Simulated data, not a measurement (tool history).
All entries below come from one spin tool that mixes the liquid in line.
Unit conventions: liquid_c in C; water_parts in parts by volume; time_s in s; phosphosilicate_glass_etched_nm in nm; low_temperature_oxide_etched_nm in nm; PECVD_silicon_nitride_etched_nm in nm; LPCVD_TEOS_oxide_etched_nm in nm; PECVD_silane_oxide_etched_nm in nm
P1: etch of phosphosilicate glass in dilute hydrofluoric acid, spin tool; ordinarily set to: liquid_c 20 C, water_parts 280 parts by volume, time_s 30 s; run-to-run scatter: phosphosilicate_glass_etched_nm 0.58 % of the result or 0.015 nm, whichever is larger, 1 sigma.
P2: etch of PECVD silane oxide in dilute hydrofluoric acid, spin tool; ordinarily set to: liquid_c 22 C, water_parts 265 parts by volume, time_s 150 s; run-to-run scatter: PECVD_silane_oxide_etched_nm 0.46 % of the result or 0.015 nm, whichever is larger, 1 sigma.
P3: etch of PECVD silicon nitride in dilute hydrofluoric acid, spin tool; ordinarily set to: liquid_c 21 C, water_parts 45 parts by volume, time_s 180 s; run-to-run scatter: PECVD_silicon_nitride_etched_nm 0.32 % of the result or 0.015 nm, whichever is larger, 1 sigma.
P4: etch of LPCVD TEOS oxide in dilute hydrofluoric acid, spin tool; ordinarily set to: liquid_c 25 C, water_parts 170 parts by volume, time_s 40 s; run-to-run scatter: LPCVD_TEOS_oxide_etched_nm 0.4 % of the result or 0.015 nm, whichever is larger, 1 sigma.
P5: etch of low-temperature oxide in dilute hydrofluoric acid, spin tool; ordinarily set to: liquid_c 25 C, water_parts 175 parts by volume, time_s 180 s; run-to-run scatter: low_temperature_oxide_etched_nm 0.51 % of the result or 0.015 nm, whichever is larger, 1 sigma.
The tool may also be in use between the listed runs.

run	hour	process	liquid_c	water_parts	time_s	hours since the thermometer was replaced	hours since the hydrofluoric acid flow meter was replaced	phosphosilicate_glass_etched_nm	low_temperature_oxide_etched_nm	PECVD_silicon_nitride_etched_nm	LPCVD_TEOS_oxide_etched_nm	PECVD_silane_oxide_etched_nm
1	12.4	P1	20	280	30	991.2	1061.5	11.871				
2	21	P5	25	175	40	999.8	1070.1		3.3901			
3	32.6	P3	29	45	180	1011.4	1081.7			12.29		
4	42.7	P4	25	170	40	1021.5	1091.8				11.733	
5	52.4	P4	30	170	40	1031.2	1101.5				13.978	
6	58.7	P1	20	115	30	1037.5	1107.8	34.053				
7	65.1	P2	22	265	150	1043.9	1114.2					13.976
8	72.6	P2	22	405	150	1051.4	1121.7					8.0369
9	82.6	P3	21	20	180	1061.4	1131.7			15.706		
10	92	P1	20	280	30	1070.8	1141.1	11.984				
11	105.4	P1	20	510	30	1084.2	1154.5	5.306				
12	116.6	P2	17	265	150	1095.4	1165.7					11.539
13	122.8	P2	22	265	275	1101.6	1171.9					25.568
14	131.2	P4	25	170	40	1110	1180.3				11.625	
15	139	P1	20	280	30	1117.8	1188.1	11.921				
16	145.4	P1	20	280	30	1124.2	1194.5	11.834				
17	153.4	P1	20	280	55	1132.2	1202.5	21.854				
18	166.7	P5	25	325	180	1145.5	1215.8		7.0775			
19	180.2	P1	25.5	280	30	1159	1229.3	14.493				
20	186.1	P1	20	470	60	1164.9	1235.2	12.1				
21	192	P5	28.5	175	180	1170.8	1241.1		17.432			
22	199.8	P1	17	280	30	1178.6	1248.9	10.676				
23	210.9	P4	25	235	40	1189.7	1260				7.9244	
24	223.6	P5	25	175	180	1202.4	1272.7		15.312			
25	231.9	P3	21	45	180	1210.7	1281			7.2104		
26	240.3	P2	22	265	150	1219.1	1289.4					13.977
27	253.7	P1	20	280	30	1232.5	1302.8	11.836				
28	261.8	P3	21	45	305	1240.6	1310.9			12.122		
29	273.3	P1	20	280	15	1252.1	1322.4	5.9189				
30	283.3	P4	25	170	15	1262.1	1332.4				4.3253	
31	293	P1	20	280	30	1271.8	1342.1	11.83				
32	303	P1	20	280	30	1281.8	1352.1	11.811				
33	309.2	P1	20	280	30	1288	1358.3	11.649				
34	315.9	P1	20	280	30	1294.7	1365	11.484				
35	325.4	P1	20	280	30	1304.2	1374.5	11.366				
36	333.3	P1	20	280	30	1312.1	1382.4	11.31				
37	345.8	P1	20	280	30	1324.6	1394.9	11.183				
38	357.1	P1	20	280	30	1335.9	1406.2	11.239				
39	369.4	P1	20	280	30	1348.2	1418.5	11.074				

P1 has crept away from where it was. The log is fitted equally well by each of these 2 causes, at the sizes shown:
A: hydrofluoric acid flow below the setpoint (%) = 4.61
B: liquid colder than its thermometer reads (K) = 1.6
The drift started at roughly hour 303.

Which of the 4 check runs listed below separates the causes, so that each cause would produce a clearly different result? Each run uses one wafer, and its results are marked with question marks.
check 1	381.7	P2	17	265	220							?
check 2	381.7	P4	30	225	40						?	
check 3	381.7	P3	25	20	180					?		
check 4	381.7	P5	25	275	180				?			

How each check would come out, cause by cause:
check	result	if A	if B
check 1	PECVD_silane_oxide_etched_nm	15.987	15.921
check 2	LPCVD_TEOS_oxide_etched_nm	9.3194	9.3685
check 3	PECVD_silicon_nitride_etched_nm	19.767	18.536
check 4	low_temperature_oxide_etched_nm	8.2271	8.263
Distance between the nearest two causes, measured in the result of the check that separates them most: check 1 0.41 %; check 2 0.53 %; check 3 6.43 %; check 4 0.44 %
The other checks would show nearly matching results whichever cause is true, so check 3 is the only one that separates the causes.

After running check 3, the following was obtained: PECVD_silicon_nitride_etched_nm 19.754 nm. Which cause does this point to?

The correct cause is A, namely: hydrofluoric acid flow below the setpoint (%).
